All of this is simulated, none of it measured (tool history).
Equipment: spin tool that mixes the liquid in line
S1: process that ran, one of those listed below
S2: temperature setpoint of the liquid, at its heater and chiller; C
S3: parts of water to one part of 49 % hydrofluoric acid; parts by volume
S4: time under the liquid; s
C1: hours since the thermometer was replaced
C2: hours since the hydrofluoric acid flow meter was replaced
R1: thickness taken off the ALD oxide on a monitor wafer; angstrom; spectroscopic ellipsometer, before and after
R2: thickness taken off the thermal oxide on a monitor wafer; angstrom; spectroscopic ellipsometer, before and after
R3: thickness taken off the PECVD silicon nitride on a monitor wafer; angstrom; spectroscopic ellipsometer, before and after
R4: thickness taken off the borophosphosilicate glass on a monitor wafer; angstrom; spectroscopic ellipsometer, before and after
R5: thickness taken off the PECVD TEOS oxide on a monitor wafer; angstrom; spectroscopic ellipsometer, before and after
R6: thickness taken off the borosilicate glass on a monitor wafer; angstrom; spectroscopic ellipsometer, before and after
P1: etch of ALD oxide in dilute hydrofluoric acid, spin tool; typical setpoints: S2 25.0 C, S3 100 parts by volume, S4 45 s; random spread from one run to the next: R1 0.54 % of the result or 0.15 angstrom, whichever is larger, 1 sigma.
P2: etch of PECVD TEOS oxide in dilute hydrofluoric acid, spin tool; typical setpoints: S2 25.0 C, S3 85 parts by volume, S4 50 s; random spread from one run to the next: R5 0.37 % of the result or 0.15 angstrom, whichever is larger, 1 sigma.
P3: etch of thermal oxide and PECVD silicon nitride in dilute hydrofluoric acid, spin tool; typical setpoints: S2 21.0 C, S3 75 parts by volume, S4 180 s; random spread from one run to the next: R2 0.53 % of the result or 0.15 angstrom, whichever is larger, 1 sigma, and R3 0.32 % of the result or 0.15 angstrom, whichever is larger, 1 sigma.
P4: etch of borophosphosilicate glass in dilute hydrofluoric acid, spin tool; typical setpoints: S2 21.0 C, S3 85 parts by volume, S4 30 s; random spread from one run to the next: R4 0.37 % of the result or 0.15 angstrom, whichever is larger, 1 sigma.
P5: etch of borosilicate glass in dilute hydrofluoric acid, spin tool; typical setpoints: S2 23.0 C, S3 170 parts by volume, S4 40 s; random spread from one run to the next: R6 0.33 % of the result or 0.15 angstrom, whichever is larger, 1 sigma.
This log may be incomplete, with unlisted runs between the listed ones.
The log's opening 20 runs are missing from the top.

run,hour,S1,S2,S3,S4,C1,C2,R1,R2,R3,R4,R5,R6
21,271.7,P5,23.0,170,70,1948.4,1245.6,,,,,,185.80
22,286.8,P1,25.0,100,80,1963.5,1260.7,83.251,,,,,
23,298.6,P4,21.0,40,30,1975.3,1272.5,,,,542.73,,
24,307.0,P5,23.0,170,40,1983.7,1280.9,,,,,,106.42
25,316.8,P1,29.5,175,45,1993.5,1290.7,28.358,,,,,
26,331.6,P2,25.0,85,50,2008.3,1305.5,,,,,95.051,
27,343.1,P2,25.0,85,50,2019.8,1317.0,,,,,95.079,
28,358.8,P3,21.0,75,330,2035.5,1332.7,,184.23,168.140,,,
29,367.9,P5,30.0,170,40,2044.6,1341.8,,,,,,137.09
30,380.3,P4,21.0,85,15,2057.0,1354.2,,,,121.51,,
31,389.5,P1,30.5,140,45,2066.2,1363.4,39.064,,,,,
32,405.6,P4,28.5,85,30,2082.3,1379.5,,,,328.07,,
33,422.3,P1,25.0,100,45,2099.0,1396.2,46.600,,,,,
34,434.4,P1,25.0,100,45,2111.1,1408.3,45.393,,,,,
35,443.1,P1,25.0,100,45,2119.8,1417.0,44.483,,,,,
36,457.5,P1,25.0,100,45,2134.2,1431.4,43.710,,,,,
37,469.8,P1,25.0,100,45,2146.5,1443.7,43.884,,,,,
38,484.5,P1,25.0,100,45,2161.2,1458.4,42.996,,,,,
39,495.6,P1,25.0,100,45,2172.3,1469.5,43.389,,,,,
40,504.2,P1,25.0,100,45,2180.9,1478.1,42.885,,,,,

Estimate the outcome of run 41 from the log above:
41,512.0,P1,25.0,100,45,2188.7,1485.9,?,,,,,

R1: 43.410 angstrom
